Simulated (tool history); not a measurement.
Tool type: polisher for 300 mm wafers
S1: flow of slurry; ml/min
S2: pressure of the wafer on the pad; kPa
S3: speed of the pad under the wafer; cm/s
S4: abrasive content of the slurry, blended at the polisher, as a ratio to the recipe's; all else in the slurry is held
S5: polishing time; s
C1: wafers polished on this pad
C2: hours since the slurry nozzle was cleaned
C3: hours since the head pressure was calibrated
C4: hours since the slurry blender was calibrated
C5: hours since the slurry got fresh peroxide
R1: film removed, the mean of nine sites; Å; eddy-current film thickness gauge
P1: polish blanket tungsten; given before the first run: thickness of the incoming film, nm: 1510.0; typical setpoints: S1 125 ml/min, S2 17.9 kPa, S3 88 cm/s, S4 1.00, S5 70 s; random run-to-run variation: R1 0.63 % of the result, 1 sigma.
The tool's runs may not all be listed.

run 1 hour=2.5 | S1=125 S2=17.9 S3=88 S4=1.00 S5=70 | C1=698 C2=68.6 C3=278.4 C4=174.3 C5=47.8 | R1=1613.20
run 2 hour=6.3 | S1=125 S2=17.9 S3=88 S4=1.45 S5=70 | C1=720 C2=72.4 C3=282.2 C4=178.1 C5=51.6 | R1=1739.30
run 3 hour=10.4 | S1=125 S2=22.8 S3=88 S4=1.00 S5=70 | C1=744 C2=76.5 C3=286.3 C4=182.2 C5=55.7 | R1=2029.40
run 4 hour=13.9 | S1=125 S2=17.9 S3=88 S4=1.00 S5=70 | C1=765 C2=80.0 C3=289.8 C4=185.7 C5=59.2 | R1=1612.20
run 5 hour=18.4 | S1=125 S2=17.9 S3=54 S4=1.00 S5=70 | C1=792 C2=84.5 C3=294.3 C4=190.2 C5=63.7 | R1=988.06
-- hour=19.4 worn pad replaced by a new one
run 6 hour=22.0 | S1=125 S2=8.3 S3=88 S4=1.00 S5=70 | C1=15 C2=88.1 C3=297.9 C4=193.8 C5=67.3 | R1=730.89
run 7 hour=25.7 | S1=125 S2=17.9 S3=88 S4=1.00 S5=92 | C1=37 C2=91.8 C3=301.6 C4=197.5 C5=71.0 | R1=2101.80
run 8 hour=28.7 | S1=125 S2=17.9 S3=88 S4=0.70 S5=70 | C1=55 C2=94.8 C3=304.6 C4=200.5 C5=74.0 | R1=1466.00
run 9 hour=33.0 | S1=125 S2=17.9 S3=88 S4=1.00 S5=34 | C1=80 C2=99.1 C3=308.9 C4=204.8 C5=78.3 | R1=768.38
run 10 hour=36.2 | S1=75 S2=9.0 S3=88 S4=1.00 S5=70 | C1=99 C2=102.3 C3=312.1 C4=208.0 C5=81.5 | R1=694.56
run 11 hour=40.3 | S1=125 S2=17.9 S3=132 S4=1.00 S5=70 | C1=124 C2=106.4 C3=316.2 C4=212.1 C5=85.6 | R1=2411.20
run 12 hour=43.2 | S1=125 S2=17.9 S3=88 S4=1.00 S5=70 | C1=141 C2=109.3 C3=319.1 C4=215.0 C5=88.5 | R1=1606.60
run 13 hour=47.4 | S1=125 S2=17.9 S3=88 S4=1.00 S5=70 | C1=166 C2=113.5 C3=323.3 C4=219.2 C5=92.7 | R1=1593.10
-- hour=49.6 head pressure recalibrated
run 14 hour=50.3 | S1=75 S2=17.9 S3=88 S4=1.00 S5=70 | C1=183 C2=116.4 C3=0.7 C4=222.1 C5=95.6 | R1=1405.40
run 15 hour=53.9 | S1=170 S2=17.9 S3=88 S4=1.00 S5=70 | C1=204 C2=120.0 C3=4.3 C4=225.7 C5=99.2 | R1=1716.70
run 16 hour=58.2 | S1=125 S2=17.9 S3=88 S4=1.00 S5=70 | C1=229 C2=124.3 C3=8.6 C4=230.0 C5=103.5 | R1=1602.20
run 17 hour=60.6 | S1=125 S2=22.8 S3=134 S4=1.00 S5=70 | C1=244 C2=126.7 C3=11.0 C4=232.4 C5=105.9 | R1=3103.20
run 18 hour=64.5 | S1=125 S2=17.9 S3=88 S4=1.00 S5=70 | C1=267 C2=130.6 C3=14.9 C4=236.3 C5=109.8 | R1=1602.00
run 19 hour=68.9 | S1=125 S2=17.9 S3=88 S4=1.00 S5=70 | C1=293 C2=135.0 C3=19.3 C4=240.7 C5=114.2 | R1=1528.40
run 20 hour=71.1 | S1=125 S2=17.9 S3=88 S4=1.00 S5=70 | C1=306 C2=137.2 C3=21.5 C4=242.9 C5=116.4 | R1=1504.70
-- hour=75.0 head pressure recalibrated
run 21 hour=75.2 | S1=125 S2=17.9 S3=88 S4=1.00 S5=70 | C1=330 C2=141.3 C3=0.2 C4=247.0 C5=120.5 | R1=1478.00
-- hour=75.4 slurry blender recalibrated
run 22 hour=78.2 | S1=125 S2=17.9 S3=88 S4=1.00 S5=70 | C1=348 C2=144.3 C3=3.2 C4=2.8 C5=123.5 | R1=1465.00
-- hour=78.4 worn pad replaced by a new one
run 23 hour=82.6 | S1=125 S2=17.9 S3=88 S4=1.00 S5=70 | C1=24 C2=148.7 C3=7.6 C4=7.2 C5=127.9 | R1=1435.80
run 24 hour=86.8 | S1=125 S2=17.9 S3=88 S4=1.00 S5=70 | C1=49 C2=152.9 C3=11.8 C4=11.4 C5=132.1 | R1=1438.40
run 25 hour=89.9 | S1=125 S2=17.9 S3=88 S4=1.00 S5=70 | C1=68 C2=156.0 C3=14.9 C4=14.5 C5=135.2 | R1=1410.80
run 26 hour=93.5 | S1=125 S2=17.9 S3=88 S4=1.00 S5=70 | C1=89 C2=159.6 C3=18.5 C4=18.1 C5=138.8 | R1=1401.40

The output of P1 has drifted from where it used to be. Each of the 2 causes below, taken at the size shown beside it, accounts for the log equally well:
A: slurry flow missing at the pad, % = 37.5
B: peroxide lost from the slurry, % = 26.2
The drift started at roughly hour 64.5.
Why every other cause is out:
removal rate lost through wear of the pad, %: serviced at hour 78.4, after the drift had started, without restoring the earlier output
head's pressure below its setpoint, %: serviced at hour 75.0, after the drift had started, without restoring the earlier output
abrasive missing from the slurry, %: serviced at hour 75.4, after the drift had started, without restoring the earlier output

Of the 4 check runs below, each run on 3 wafers with the results averaged and each result still a question mark, which one would tell the listed causes apart?
run check 1 hour=97.1 | S1=170 S2=17.9 S3=128 S4=1.00 S5=70 | R1=?
run check 2 hour=97.1 | S1=125 S2=17.9 S3=88 S4=1.25 S5=70 | R1=?
run check 3 hour=97.1 | S1=125 S2=17.9 S3=62 S4=1.00 S5=39 | R1=?
run check 4 hour=97.1 | S1=125 S2=17.9 S3=56 S4=1.00 S5=70 | R1=?

If the cause were each of the candidates in turn, the checks would give the following:
check=check_1 result=R1 if_A=2247.90 if_B=2184.20
check=check_2 result=R1 if_A=1498.80 if_B=1498.90
check=check_3 result=R1 if_A=557.76 if_B=557.81
check=check_4 result=R1 if_A=904.22 if_B=904.31
How far apart the two closest causes lie, in the result that separates them most: check 1 2.88 %; check 2 0.01 %; check 3 0.01 %; check 4 0.01 %
Check 1 is the one run that separates the causes; every other check would come out nearly the same whichever cause is at work.

Then check 1 was run and gave: R1 2251.80 Å. Which cause is it?

The cause is A: slurry flow missing at the pad, %.
